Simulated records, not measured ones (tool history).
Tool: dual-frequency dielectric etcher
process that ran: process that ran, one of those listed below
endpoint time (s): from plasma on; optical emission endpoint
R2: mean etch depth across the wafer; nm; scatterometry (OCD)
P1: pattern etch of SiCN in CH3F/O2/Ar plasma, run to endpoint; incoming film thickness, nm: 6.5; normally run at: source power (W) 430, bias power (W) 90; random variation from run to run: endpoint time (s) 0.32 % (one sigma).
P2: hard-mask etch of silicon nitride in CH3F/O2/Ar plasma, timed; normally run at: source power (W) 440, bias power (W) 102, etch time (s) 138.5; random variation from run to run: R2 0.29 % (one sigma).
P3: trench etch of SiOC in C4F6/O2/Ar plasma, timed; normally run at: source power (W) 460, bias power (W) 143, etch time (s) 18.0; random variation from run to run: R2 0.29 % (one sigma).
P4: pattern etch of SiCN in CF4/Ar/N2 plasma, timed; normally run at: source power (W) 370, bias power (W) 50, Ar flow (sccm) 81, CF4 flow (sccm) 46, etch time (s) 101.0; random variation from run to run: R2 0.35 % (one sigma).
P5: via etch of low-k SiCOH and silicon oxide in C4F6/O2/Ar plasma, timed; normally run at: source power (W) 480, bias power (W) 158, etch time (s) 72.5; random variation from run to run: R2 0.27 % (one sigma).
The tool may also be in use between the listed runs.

Run 1, day 0.242: process that ran P1, source power (W) 430, bias power (W) 90. Result: endpoint time (s) 15.514.
Run 2, day 0.383: process that ran P5, source power (W) 290, bias power (W) 158, etch time (s) 72.5. Result: R2 170.590 nm.
Run 3, day 0.567: process that ran P2, source power (W) 440, bias power (W) 102, etch time (s) 138.5. Result: R2 109.260 nm.
Run 4, day 0.792: process that ran P4, source power (W) 370, bias power (W) 50, etch time (s) 138.0, Ar flow (sccm) 81, CF4 flow (sccm) 46. Result: R2 83.231 nm.
Run 5, day 0.996: process that ran P5, source power (W) 480, bias power (W) 158, etch time (s) 72.5. Result: R2 206.690 nm.
At day 1.192: wet clean of the chamber.
Run 6, day 1.192: process that ran P1, source power (W) 430, bias power (W) 90. Result: endpoint time (s) 15.517.
Run 7, day 1.425: process that ran P1, source power (W) 430, bias power (W) 73. Result: endpoint time (s) 16.728.
Run 8, day 1.592: process that ran P3, source power (W) 460, bias power (W) 143, etch time (s) 26.0. Result: R2 53.100 nm.
Run 9, day 1.783: process that ran P4, source power (W) 270, bias power (W) 50, etch time (s) 101.0, Ar flow (sccm) 81, CF4 flow (sccm) 46. Result: R2 46.175 nm.
Run 10, day 1.933: process that ran P1, source power (W) 430, bias power (W) 90. Result: endpoint time (s) 15.561.
Run 11, day 2.038: process that ran P1, source power (W) 340, bias power (W) 117. Result: endpoint time (s) 15.318.
Run 12, day 2.167: process that ran P4, source power (W) 370, bias power (W) 50, etch time (s) 101.0, Ar flow (sccm) 81, CF4 flow (sccm) 46. Result: R2 61.107 nm.
Run 13, day 2.329: process that ran P1, source power (W) 330, bias power (W) 72. Result: endpoint time (s) 18.613.
Run 14, day 2.538: process that ran P2, source power (W) 440, bias power (W) 102, etch time (s) 103.0. Result: R2 81.166 nm.
Run 15, day 2.750: process that ran P1, source power (W) 430, bias power (W) 113. Result: endpoint time (s) 14.276.
Run 16, day 2.925: process that ran P1, source power (W) 580, bias power (W) 90. Result: endpoint time (s) 13.865.
Run 17, day 3.154: process that ran P3, source power (W) 660, bias power (W) 143, etch time (s) 18.0. Result: R2 42.395 nm.
Run 18, day 3.296: process that ran P2, source power (W) 550, bias power (W) 102, etch time (s) 138.5. Result: R2 118.320 nm.
Run 19, day 3.442: process that ran P3, source power (W) 460, bias power (W) 143, etch time (s) 18.0. Result: R2 36.719 nm.
Run 20, day 3.617: process that ran P1, source power (W) 430, bias power (W) 90. Result: endpoint time (s) 15.637.
Run 21, day 3.854: process that ran P4, source power (W) 370, bias power (W) 50, etch time (s) 101.0, Ar flow (sccm) 60, CF4 flow (sccm) 46. Result: R2 64.351 nm.
Run 22, day 3.996: process that ran P4, source power (W) 370, bias power (W) 50, etch time (s) 101.0, Ar flow (sccm) 81, CF4 flow (sccm) 36. Result: R2 58.481 nm.
Run 23, day 4.154: process that ran P4, source power (W) 370, bias power (W) 70, etch time (s) 101.0, Ar flow (sccm) 81, CF4 flow (sccm) 46. Result: R2 68.408 nm.
Run 24, day 4.321: process that ran P5, source power (W) 480, bias power (W) 158, etch time (s) 41.5. Result: R2 118.630 nm.
Run 25, day 4.438: process that ran P3, source power (W) 460, bias power (W) 199, etch time (s) 18.0. Result: R2 40.733 nm.
Run 26, day 4.588: process that ran P1, source power (W) 430, bias power (W) 90. Result: endpoint time (s) 15.568.
Run 27, day 4.792: process that ran P2, source power (W) 440, bias power (W) 60, etch time (s) 138.5. Result: R2 90.920 nm.
Run 28, day 4.967: process that ran P5, source power (W) 480, bias power (W) 99, etch time (s) 72.5. Result: R2 181.060 nm.
Run 29, day 5.154: process that ran P1, source power (W) 300, bias power (W) 90. Result: endpoint time (s) 17.726.
Run 30, day 5.354: process that ran P1, source power (W) 430, bias power (W) 90. Result: endpoint time (s) 15.530.
Run 31, day 5.554: process that ran P1, source power (W) 430, bias power (W) 90. Result: endpoint time (s) 15.516.
Run 32, day 5.721: process that ran P4, source power (W) 370, bias power (W) 50, etch time (s) 101.0, Ar flow (sccm) 81, CF4 flow (sccm) 46. Result: R2 60.935 nm.

Run 33 comes next. What will it give?
Run 33, day 5.912: process that ran P1, source power (W) 430, bias power (W) 90. Result: endpoint time (s) ?.

{"run 33": {"endpoint time (s)": 15.552}}
